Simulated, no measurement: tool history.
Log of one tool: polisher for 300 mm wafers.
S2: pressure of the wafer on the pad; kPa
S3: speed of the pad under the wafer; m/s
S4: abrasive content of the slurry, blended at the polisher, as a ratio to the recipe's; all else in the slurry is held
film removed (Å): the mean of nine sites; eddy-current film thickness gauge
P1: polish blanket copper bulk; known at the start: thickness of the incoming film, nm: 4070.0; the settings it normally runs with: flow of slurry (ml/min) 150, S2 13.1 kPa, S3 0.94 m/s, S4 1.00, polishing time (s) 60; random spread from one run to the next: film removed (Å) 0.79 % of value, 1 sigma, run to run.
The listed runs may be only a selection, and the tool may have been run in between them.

{"run": 1, "hour": 7.0, "flow of slurry (ml/min)": 150, "S2": 13.1, "S3": 0.94, "S4": 1.0, "polishing time (s)": 60, "film removed (Å)": 2802.9}
{"run": 2, "hour": 12.9, "flow of slurry (ml/min)": 150, "S2": 20.7, "S3": 0.94, "S4": 1.0, "polishing time (s)": 60, "film removed (Å)": 4452.6}
{"run": 3, "hour": 24.1, "flow of slurry (ml/min)": 150, "S2": 13.1, "S3": 0.94, "S4": 1.0, "polishing time (s)": 60, "film removed (Å)": 2819.3}
{"run": 4, "hour": 29.6, "flow of slurry (ml/min)": 150, "S2": 13.1, "S3": 0.94, "S4": 1.0, "polishing time (s)": 60, "film removed (Å)": 2826.8}
{"run": 5, "hour": 40.5, "flow of slurry (ml/min)": 150, "S2": 6.2, "S3": 0.94, "S4": 1.0, "polishing time (s)": 60, "film removed (Å)": 1333.0}
{"run": 6, "hour": 47.5, "flow of slurry (ml/min)": 195, "S2": 13.1, "S3": 0.94, "S4": 0.6, "polishing time (s)": 60, "film removed (Å)": 2631.2}
{"run": 7, "hour": 58.7, "flow of slurry (ml/min)": 150, "S2": 13.1, "S3": 0.94, "S4": 1.0, "polishing time (s)": 94, "film removed (Å)": 4429.1}
{"run": 8, "hour": 68.1, "flow of slurry (ml/min)": 150, "S2": 13.1, "S3": 0.94, "S4": 0.7, "polishing time (s)": 44, "film removed (Å)": 1917.8}
{"run": 9, "hour": 75.2, "flow of slurry (ml/min)": 210, "S2": 13.1, "S3": 0.94, "S4": 1.0, "polishing time (s)": 60, "film removed (Å)": 3010.2}
{"run": 10, "hour": 83.6, "flow of slurry (ml/min)": 150, "S2": 13.1, "S3": 0.94, "S4": 0.55, "polishing time (s)": 60, "film removed (Å)": 2512.8}
{"hour": 88.5, "done": "worn pad replaced by a new one"}
{"run": 11, "hour": 90.1, "flow of slurry (ml/min)": 150, "S2": 13.1, "S3": 0.94, "S4": 1.0, "polishing time (s)": 60, "film removed (Å)": 2841.1}
{"run": 12, "hour": 99.5, "flow of slurry (ml/min)": 150, "S2": 13.1, "S3": 0.46, "S4": 1.0, "polishing time (s)": 60, "film removed (Å)": 1391.8}
{"run": 13, "hour": 111.3, "flow of slurry (ml/min)": 90, "S2": 13.1, "S3": 0.94, "S4": 1.0, "polishing time (s)": 60, "film removed (Å)": 2522.6}
{"run": 14, "hour": 120.4, "flow of slurry (ml/min)": 150, "S2": 13.1, "S3": 0.94, "S4": 1.0, "polishing time (s)": 60, "film removed (Å)": 2840.7}
{"run": 15, "hour": 128.6, "flow of slurry (ml/min)": 150, "S2": 13.1, "S3": 0.94, "S4": 1.4, "polishing time (s)": 60, "film removed (Å)": 3096.0}
{"run": 16, "hour": 137.8, "flow of slurry (ml/min)": 150, "S2": 13.1, "S3": 0.52, "S4": 1.0, "polishing time (s)": 79, "film removed (Å)": 2039.3}
{"run": 17, "hour": 147.9, "flow of slurry (ml/min)": 150, "S2": 13.1, "S3": 0.94, "S4": 1.0, "polishing time (s)": 32, "film removed (Å)": 1493.9}
{"run": 18, "hour": 155.8, "flow of slurry (ml/min)": 150, "S2": 13.1, "S3": 1.36, "S4": 1.0, "polishing time (s)": 60, "film removed (Å)": 4118.9}
{"run": 19, "hour": 161.6, "flow of slurry (ml/min)": 150, "S2": 13.1, "S3": 0.94, "S4": 1.0, "polishing time (s)": 60, "film removed (Å)": 2841.4}
{"run": 20, "hour": 173.2, "flow of slurry (ml/min)": 150, "S2": 13.1, "S3": 0.94, "S4": 1.0, "polishing time (s)": 60, "film removed (Å)": 2817.0}
{"run": 21, "hour": 181.1, "flow of slurry (ml/min)": 150, "S2": 13.1, "S3": 0.94, "S4": 1.0, "polishing time (s)": 60, "film removed (Å)": 2820.3}
{"run": 22, "hour": 187.3, "flow of slurry (ml/min)": 150, "S2": 13.1, "S3": 0.94, "S4": 1.0, "polishing time (s)": 60, "film removed (Å)": 2743.6}
{"run": 23, "hour": 192.7, "flow of slurry (ml/min)": 150, "S2": 13.1, "S3": 0.94, "S4": 1.0, "polishing time (s)": 60, "film removed (Å)": 2693.7}
{"run": 24, "hour": 201.0, "flow of slurry (ml/min)": 150, "S2": 13.1, "S3": 0.94, "S4": 1.0, "polishing time (s)": 60, "film removed (Å)": 2670.8}
{"run": 25, "hour": 211.9, "flow of slurry (ml/min)": 150, "S2": 13.1, "S3": 0.94, "S4": 1.0, "polishing time (s)": 60, "film removed (Å)": 2606.4}
{"hour": 220.0, "done": "slurry blender recalibrated"}
{"run": 26, "hour": 223.5, "flow of slurry (ml/min)": 150, "S2": 13.1, "S3": 0.94, "S4": 1.0, "polishing time (s)": 60, "film removed (Å)": 2583.9}
{"hour": 230.0, "done": "worn pad replaced by a new one"}
{"run": 27, "hour": 233.1, "flow of slurry (ml/min)": 150, "S2": 13.1, "S3": 0.94, "S4": 1.0, "polishing time (s)": 60, "film removed (Å)": 2603.7}

Run 28 comes next. What will it give?
{"run": 28, "hour": 242.5, "flow of slurry (ml/min)": 150, "S2": 13.1, "S3": 0.94, "S4": 1.0, "polishing time (s)": 60, "film removed (Å)": "?"}

film removed (Å): 2584.9
